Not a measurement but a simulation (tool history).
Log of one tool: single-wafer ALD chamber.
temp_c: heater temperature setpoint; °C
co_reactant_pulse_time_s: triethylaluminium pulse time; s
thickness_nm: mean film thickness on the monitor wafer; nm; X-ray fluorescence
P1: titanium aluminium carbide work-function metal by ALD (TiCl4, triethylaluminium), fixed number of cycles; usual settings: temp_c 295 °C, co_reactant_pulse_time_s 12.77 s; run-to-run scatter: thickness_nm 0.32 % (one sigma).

Run 1, hour 5.2: temp_c 295 °C, co_reactant_pulse_time_s 12.77 s. Result: thickness_nm 2.0245 nm.
Run 2, hour 8.1: temp_c 295 °C, co_reactant_pulse_time_s 12.77 s. Result: thickness_nm 2.0324 nm.
Run 3, hour 11.3: temp_c 319 °C, co_reactant_pulse_time_s 12.77 s. Result: thickness_nm 2.2333 nm.
Run 4, hour 14.8: temp_c 295 °C, co_reactant_pulse_time_s 12.77 s. Result: thickness_nm 2.0237 nm.
Run 5, hour 17.9: temp_c 306 °C, co_reactant_pulse_time_s 18.84 s. Result: thickness_nm 2.1550 nm.
Run 6, hour 21.0: temp_c 295 °C, co_reactant_pulse_time_s 21.11 s. Result: thickness_nm 2.0562 nm.
Run 7, hour 27.1: temp_c 271 °C, co_reactant_pulse_time_s 12.77 s. Result: thickness_nm 1.8109 nm.
Run 8, hour 32.7: temp_c 295 °C, co_reactant_pulse_time_s 8.23 s. Result: thickness_nm 1.9294 nm.
Run 9, hour 39.2: temp_c 295 °C, co_reactant_pulse_time_s 12.77 s. Result: thickness_nm 2.0178 nm.
Run 10, hour 42.1: temp_c 295 °C, co_reactant_pulse_time_s 12.77 s. Result: thickness_nm 2.0248 nm.
Run 11, hour 47.1: temp_c 295 °C, co_reactant_pulse_time_s 12.77 s. Result: thickness_nm 2.0227 nm.
Run 12, hour 53.6: temp_c 295 °C, co_reactant_pulse_time_s 12.77 s. Result: thickness_nm 2.0115 nm.
Run 13, hour 58.1: temp_c 295 °C, co_reactant_pulse_time_s 12.77 s. Result: thickness_nm 2.0146 nm.
Run 14, hour 62.8: temp_c 295 °C, co_reactant_pulse_time_s 12.77 s. Result: thickness_nm 1.9901 nm.
Run 15, hour 67.9: temp_c 295 °C, co_reactant_pulse_time_s 12.77 s. Result: thickness_nm 1.9990 nm.
Run 16, hour 72.3: temp_c 295 °C, co_reactant_pulse_time_s 12.77 s. Result: thickness_nm 1.9767 nm.
Run 17, hour 77.9: temp_c 295 °C, co_reactant_pulse_time_s 12.77 s. Result: thickness_nm 1.9921 nm.

Run 18 comes next. What will it give?
Run 18, hour 81.2: temp_c 295 °C, co_reactant_pulse_time_s 12.77 s. Result: thickness_nm ?.

Run 18 gave thickness_nm 1.9829 nm.
